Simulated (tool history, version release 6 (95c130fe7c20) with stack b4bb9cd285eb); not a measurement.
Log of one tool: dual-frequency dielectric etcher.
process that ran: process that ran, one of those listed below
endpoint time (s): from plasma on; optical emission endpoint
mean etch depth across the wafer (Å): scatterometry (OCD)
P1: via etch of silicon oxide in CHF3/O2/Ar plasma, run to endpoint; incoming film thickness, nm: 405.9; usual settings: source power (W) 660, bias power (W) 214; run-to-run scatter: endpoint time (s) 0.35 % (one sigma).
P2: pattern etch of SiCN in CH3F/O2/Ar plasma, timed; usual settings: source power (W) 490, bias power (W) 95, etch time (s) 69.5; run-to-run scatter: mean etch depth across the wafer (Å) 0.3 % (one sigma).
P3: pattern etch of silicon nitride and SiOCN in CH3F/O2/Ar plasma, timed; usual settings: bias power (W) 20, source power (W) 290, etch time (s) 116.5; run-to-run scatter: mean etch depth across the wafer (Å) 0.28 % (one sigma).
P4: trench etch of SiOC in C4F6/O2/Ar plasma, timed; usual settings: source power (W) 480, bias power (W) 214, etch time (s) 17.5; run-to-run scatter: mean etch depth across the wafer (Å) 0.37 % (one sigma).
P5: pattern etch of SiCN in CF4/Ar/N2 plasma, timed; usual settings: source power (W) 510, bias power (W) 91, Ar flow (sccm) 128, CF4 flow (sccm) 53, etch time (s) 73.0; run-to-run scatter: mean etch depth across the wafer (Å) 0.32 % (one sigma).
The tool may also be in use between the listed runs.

| run | day | process that ran | source power (W) | bias power (W) | etch time (s) | Ar flow (sccm) | CF4 flow (sccm) | hours since the last wet clean | hours since the last source power generator calibration | hours since the last bias power generator calibration | endpoint time (s) | mean etch depth across the wafer (Å) |
|---|---|---|---|---|---|---|---|---|---|---|---|---|
| 1 | 0.112 | P1 | 660 | 214 |  |  |  | 200.7 | 323.7 | 1125.5 | 184.52 |  |
| 2 | 0.283 | P4 | 680 | 214 | 17.5 |  |  | 204.8 | 327.8 | 1129.6 |  | 473.07 |
| 3 | 0.388 | P5 | 510 | 91 | 73.0 | 128 | 53 | 207.3 | 330.3 | 1132.1 |  | 722.81 |
| 4 | 0.517 | P1 | 760 | 271 |  |  |  | 210.4 | 333.4 | 1135.2 | 160.57 |  |
| 5 | 0.729 | P2 | 490 | 114 | 69.5 |  |  | 215.5 | 338.5 | 1140.3 |  | 336.09 |
| 6 | 0.896 | P2 | 490 | 95 | 54.0 |  |  | 219.5 | 342.5 | 1144.3 |  | 245.48 |
| 7 | 1.067 | P1 | 660 | 258 |  |  |  | 223.6 | 346.6 | 1148.4 | 174.32 |  |
| 8 | 1.208 | P3 | 290 | 12 | 116.5 |  |  | 227.0 | 350.0 | 1151.8 |  | 108.52 |
| 9 | 1.354 | P4 | 480 | 291 | 17.5 |  |  | 230.5 | 353.5 | 1155.3 |  | 459.92 |
| 10 | 1.508 | P4 | 480 | 214 | 17.5 |  |  | 234.2 | 357.2 | 1159.0 |  | 412.31 |
| 11 | 1.638 | P5 | 510 | 91 | 103.0 | 128 | 53 | 237.3 | 360.3 | 1162.1 |  | 1024.50 |
| 12 | 1.775 | P5 | 510 | 91 | 73.0 | 128 | 53 | 240.6 | 363.6 | 1165.4 |  | 725.14 |
| 13 | 1.938 | P1 | 660 | 214 |  |  |  | 244.5 | 367.5 | 1169.3 | 184.70 |  |
| 14 | 2.146 | P1 | 660 | 214 |  |  |  | 249.5 | 372.5 | 1174.3 | 184.66 |  |
| 15 | 2.371 | P1 | 660 | 156 |  |  |  | 254.9 | 377.9 | 1179.7 | 205.58 |  |
| 16 | 2.567 | P1 | 500 | 298 |  |  |  | 259.6 | 382.6 | 1184.4 | 181.62 |  |
| 17 | 2.717 | P3 | 290 | 20 | 116.5 |  |  | 263.2 | 386.2 | 1188.0 |  | 134.41 |
| 18 | 2.896 | P2 | 490 | 95 | 69.5 |  |  | 267.5 | 390.5 | 1192.3 |  | 315.80 |
| 19 | 3.083 | P1 | 490 | 214 |  |  |  | 272.0 | 395.0 | 1196.8 | 206.37 |  |
| 20 | 3.242 | P5 | 510 | 91 | 73.0 | 96 | 53 | 275.8 | 398.8 | 1200.6 |  | 754.55 |
| 21 | 3.454 | P3 | 390 | 20 | 116.5 |  |  | 280.9 | 403.9 | 1205.7 |  | 149.58 |
| 22 | 3.667 | P3 | 290 | 20 | 116.5 |  |  | 286.0 | 409.0 | 1210.8 |  | 134.48 |
| 23 | 3.888 | P1 | 660 | 214 |  |  |  | 291.3 | 414.3 | 1216.1 | 185.97 |  |
| 24 | 4.117 | P3 | 290 | 20 | 155.0 |  |  | 296.8 | 419.8 | 1221.6 |  | 178.64 |
| 25 | 4.250 | P5 | 510 | 91 | 73.0 | 128 | 75 | 300.0 | 423.0 | 1224.8 |  | 759.07 |
| 26 | 4.379 | P1 | 920 | 214 |  |  |  | 303.1 | 426.1 | 1227.9 | 163.76 |  |
| 27 | 4.500 | P5 | 340 | 91 | 73.0 | 128 | 53 | 306.0 | 429.0 | 1230.8 |  | 509.40 |
| 28 | 4.679 | P5 | 510 | 60 | 73.0 | 128 | 53 | 310.3 | 433.3 | 1235.1 |  | 617.13 |
| 29 | 4.796 | P1 | 660 | 214 |  |  |  | 313.1 | 436.1 | 1237.9 | 185.41 |  |
| 30 | 4.925 | P4 | 480 | 214 | 10.5 |  |  | 316.2 | 439.2 | 1241.0 |  | 245.81 |
| 31 | 5.158 | P1 | 660 | 214 |  |  |  | 321.8 | 444.8 | 1246.6 | 185.12 |  |
| 32 | 5.358 | P2 | 290 | 95 | 69.5 |  |  | 326.6 | 449.6 | 1251.4 |  | 260.46 |
| 33 | 5.550 | P1 | 660 | 214 |  |  |  | 331.2 | 454.2 | 1256.0 | 185.30 |  |
| 34 | 5.742 | P1 | 660 | 214 |  |  |  | 335.8 | 458.8 | 1260.6 | 186.58 |  |
| 35 | 5.958 | P1 | 660 | 214 |  |  |  | 341.0 | 464.0 | 1265.8 | 186.00 |  |
| 36 | 6.133 | P1 | 660 | 214 |  |  |  | 345.2 | 468.2 | 1270.0 | 186.66 |  |
| 37 | 6.354 | P1 | 660 | 214 |  |  |  | 350.5 | 473.5 | 1275.3 | 187.13 |  |
| 38 | 6.588 | P1 | 660 | 214 |  |  |  | 356.1 | 479.1 | 1280.9 | 187.09 |  |
| 39 | 6.738 | P1 | 660 | 214 |  |  |  | 359.7 | 482.7 | 1284.5 | 188.43 |  |
|  | 6.892 | wet clean of the chamber |
| 40 | 6.904 | P1 | 660 | 214 |  |  |  | 0.4 | 486.7 | 1288.5 | 188.22 |  |
| 41 | 7.129 | P1 | 660 | 214 |  |  |  | 5.8 | 492.1 | 1293.9 | 187.84 |  |
| 42 | 7.258 | P1 | 660 | 214 |  |  |  | 8.9 | 495.2 | 1297.0 | 188.47 |  |
| 43 | 7.400 | P1 | 660 | 214 |  |  |  | 12.3 | 498.6 | 1300.4 | 188.59 |  |

What P1 gives has crept away from where it was. These 2 causes fit the log equally well, each at the size given:
A: bias power that arrives under what is set, % = 4.96
B: source power that arrives under what is set, % = 4.5
The creep began at about day 5.550.
Why every other cause is out:
chamber walls in a state that lowers the etch rate, %: serviced at day 6.892, which brought nothing back

4 check runs are offered, each on 2 wafers whose results are averaged, their results left as question marks. Which one tells the causes apart?
| check 1 | 7.542 | P3 | 380 | 13 | 116.5 |  |  |  |  |  |  | ? |
| check 2 | 7.542 | P2 | 490 | 112 | 69.5 |  |  |  |  |  |  | ? |
| check 3 | 7.542 | P5 | 410 | 91 | 73.0 | 128 | 74 |  |  |  |  | ? |
| check 4 | 7.542 | P4 | 650 | 291 | 17.5 |  |  |  |  |  |  | ? |

What each check would give under each cause:
| check | result | if A | if B |
|---|---|---|---|
| check 1 | mean etch depth across the wafer (Å) | 121.36 | 121.72 |
| check 2 | mean etch depth across the wafer (Å) | 328.19 | 328.95 |
| check 3 | mean etch depth across the wafer (Å) | 616.49 | 603.67 |
| check 4 | mean etch depth across the wafer (Å) | 504.23 | 503.96 |
How far apart the two closest causes lie, in the result that separates them most: check 1 0.29 %; check 2 0.23 %; check 3 2.1 %; check 4 0.05 %
Only check 3 tells the causes apart: in the others they would give nearly the same result.

Check 3 was then run and gave: mean etch depth across the wafer (Å) 615.95. Which cause is it?

It is A: bias power that arrives under what is set, %.
